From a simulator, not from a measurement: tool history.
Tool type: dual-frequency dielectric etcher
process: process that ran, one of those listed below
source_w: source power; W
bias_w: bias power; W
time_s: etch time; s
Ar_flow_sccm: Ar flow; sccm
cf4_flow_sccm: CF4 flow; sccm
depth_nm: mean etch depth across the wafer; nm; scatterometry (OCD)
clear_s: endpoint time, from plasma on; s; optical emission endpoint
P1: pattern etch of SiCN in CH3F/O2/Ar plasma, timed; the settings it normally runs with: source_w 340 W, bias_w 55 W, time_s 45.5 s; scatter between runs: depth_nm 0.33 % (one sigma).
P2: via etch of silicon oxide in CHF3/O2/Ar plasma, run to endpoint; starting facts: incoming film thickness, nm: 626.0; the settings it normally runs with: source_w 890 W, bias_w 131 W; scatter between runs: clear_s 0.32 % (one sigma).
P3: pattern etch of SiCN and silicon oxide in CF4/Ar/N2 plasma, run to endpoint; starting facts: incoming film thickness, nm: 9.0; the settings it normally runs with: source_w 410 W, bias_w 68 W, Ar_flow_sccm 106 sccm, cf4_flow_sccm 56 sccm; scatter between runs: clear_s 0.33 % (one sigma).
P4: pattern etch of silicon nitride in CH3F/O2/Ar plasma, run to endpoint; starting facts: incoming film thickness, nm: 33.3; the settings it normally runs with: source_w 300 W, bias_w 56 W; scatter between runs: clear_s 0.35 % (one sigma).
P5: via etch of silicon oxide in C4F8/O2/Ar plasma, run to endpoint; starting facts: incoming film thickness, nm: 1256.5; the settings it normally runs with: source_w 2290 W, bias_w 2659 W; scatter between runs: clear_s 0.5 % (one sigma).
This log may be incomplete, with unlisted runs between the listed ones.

run	hour	process	source_w	bias_w	time_s	Ar_flow_sccm	cf4_flow_sccm	depth_nm	clear_s
1	8.5	P1	340	55	45.5			14.995	
2	15.5	P2	1150	131					276.660
3	24.5	P3	410	68		106	56		11.806
4	33.0	P4	300	78					53.323
5	37.4	P3	310	68		106	56		15.074
6	45.8	P2	890	176					278.340
7	50.8	P1	340	55	67.5			22.138	
8	58.9	P1	340	33	45.5			12.746	
9	63.7	P1	340	55	45.5			15.023	
10	71.2	P5	2290	2038					226.520
11	79.9	P4	300	56					59.846
12	89.3	P3	410	68		106	73		11.358
13	96.1	P1	400	55	45.5			16.071	
14	104.2	P1	340	55	35.0			11.554	
15	113.5	P1	260	55	57.5			17.072	
16	120.4	P4	200	56					69.966
17	126.2	P3	410	68		140	56		12.323
18	135.7	P1	220	55	45.5			12.754	
19	145.7	P1	460	64	45.5			17.786	

Run 20 is up next; what results do you expect?
20	152.7	P1	340	55	45.5			?	

depth_nm: 15.051 nm
